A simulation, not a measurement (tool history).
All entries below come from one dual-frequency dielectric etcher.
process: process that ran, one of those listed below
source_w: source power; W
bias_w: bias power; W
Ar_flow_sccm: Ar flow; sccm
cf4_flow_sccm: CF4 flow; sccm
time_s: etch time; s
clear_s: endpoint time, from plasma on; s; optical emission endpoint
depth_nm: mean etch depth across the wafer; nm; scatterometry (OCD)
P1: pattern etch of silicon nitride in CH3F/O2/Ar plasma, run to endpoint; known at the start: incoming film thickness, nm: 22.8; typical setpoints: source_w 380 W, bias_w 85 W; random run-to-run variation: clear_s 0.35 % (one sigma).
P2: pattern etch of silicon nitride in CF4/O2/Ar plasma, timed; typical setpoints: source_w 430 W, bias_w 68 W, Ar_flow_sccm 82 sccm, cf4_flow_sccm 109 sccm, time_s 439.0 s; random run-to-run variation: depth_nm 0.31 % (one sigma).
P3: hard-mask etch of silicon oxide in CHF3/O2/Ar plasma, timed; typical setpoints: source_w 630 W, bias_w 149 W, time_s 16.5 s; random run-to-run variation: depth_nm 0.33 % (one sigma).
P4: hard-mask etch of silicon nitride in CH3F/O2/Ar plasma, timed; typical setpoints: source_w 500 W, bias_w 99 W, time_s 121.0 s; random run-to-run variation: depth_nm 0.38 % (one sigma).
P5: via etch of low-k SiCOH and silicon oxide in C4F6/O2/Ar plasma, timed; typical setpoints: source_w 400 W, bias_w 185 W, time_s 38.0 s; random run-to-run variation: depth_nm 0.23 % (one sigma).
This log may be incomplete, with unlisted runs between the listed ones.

run,hour,process,source_w,bias_w,Ar_flow_sccm,cf4_flow_sccm,time_s,clear_s,depth_nm
1,3.7,P1,380,85,,,,31.589,
2,6.6,P2,430,88,82,109,439.0,,978.610
3,11.4,P3,630,149,,,9.0,,17.378
4,14.8,P1,380,85,,,,31.467,
5,18.8,P5,490,185,,,38.0,,107.130
6,23.7,P2,430,68,82,82,439.0,,857.870
7,26.5,P5,400,145,,,38.0,,91.951
8,29.6,P1,520,106,,,,25.857,
9,32.7,P2,430,68,82,109,439.0,,887.030
10,38.0,P3,630,93,,,16.5,,27.824
11,42.8,P4,500,74,,,121.0,,96.405
12,45.4,P2,430,68,82,109,241.5,,489.750
13,50.8,P1,520,101,,,,26.342,
14,56.6,P4,500,99,,,163.5,,143.410
15,60.0,P4,500,99,,,121.0,,106.870
16,64.0,P1,380,110,,,,28.852,
17,68.5,P5,400,185,,,38.0,,99.061
18,73.1,P3,630,149,,,16.5,,31.956
19,75.6,P1,500,85,,,,28.526,
20,78.6,P2,610,68,82,109,439.0,,1204.800
21,84.0,P3,630,149,,,16.5,,31.754
22,88.8,P2,430,68,99,109,439.0,,872.740
23,92.1,P1,290,57,,,,40.109,
24,97.5,P1,380,85,,,,31.328,
25,102.3,P4,650,99,,,121.0,,117.000
26,105.8,P1,380,85,,,,31.736,
27,111.5,P2,430,68,82,109,439.0,,883.600
28,114.9,P1,290,85,,,,34.881,
29,119.4,P4,500,99,,,121.0,,107.360
30,123.6,P3,370,149,,,16.5,,26.050
31,128.8,P1,380,56,,,,36.505,
32,132.6,P5,400,185,,,28.5,,74.725
33,138.3,P1,380,85,,,,31.588,
34,142.1,P1,380,85,,,,31.866,
35,144.9,P1,380,85,,,,31.825,
36,149.7,P1,380,85,,,,32.028,
37,152.4,P1,380,85,,,,31.929,
38,155.0,P1,380,85,,,,31.999,
# hour 156.4: wet clean of the chamber
39,160.5,P1,380,85,,,,31.937,
40,163.5,P1,380,85,,,,32.163,
41,168.0,P1,380,85,,,,32.240,
42,173.5,P1,380,85,,,,32.196,

What P1 gives has crept off from where it sat before. The 2 causes that follow fit the log equally well, each at the size noted:
A: source power that arrives under what is set, % = 4.51
B: bias power that arrives under what is set, % = 4.76
The process output started creeping at around hour 138.3.
Excluded causes, each with its reason:
chamber walls in a state that lowers the etch rate, %: work on it at hour 156.4, done after the drift set in, did not restore what the process gave before

Which of the 4 check runs listed below, each an average over 2 wafers with its results shown as question marks, gives clearly different results under the different listed causes?
check 1,179.0,P2,430,68,82,109,439.0,,?
check 2,179.0,P4,500,99,,,121.0,,?
check 3,179.0,P5,400,185,,,38.0,,?
check 4,179.0,P3,630,149,,,16.5,,?

How each check would come out, cause by cause:
check,result,if A,if B
check 1,depth_nm,852.030,870.270
check 2,depth_nm,104.780,104.750
check 3,depth_nm,97.448,97.694
check 4,depth_nm,31.389,31.460
Per-check spread between the two closest causes, in the result where they differ most: check 1 2.12 %; check 2 0.03 %; check 3 0.25 %; check 4 0.22 %
Check 1 is the one run that separates the causes; every other check would come out nearly the same whichever cause is at work.

Then check 1 was run and gave: depth_nm 873.330 nm. Which cause is it?

The cause is B: bias power that arrives under what is set, %.

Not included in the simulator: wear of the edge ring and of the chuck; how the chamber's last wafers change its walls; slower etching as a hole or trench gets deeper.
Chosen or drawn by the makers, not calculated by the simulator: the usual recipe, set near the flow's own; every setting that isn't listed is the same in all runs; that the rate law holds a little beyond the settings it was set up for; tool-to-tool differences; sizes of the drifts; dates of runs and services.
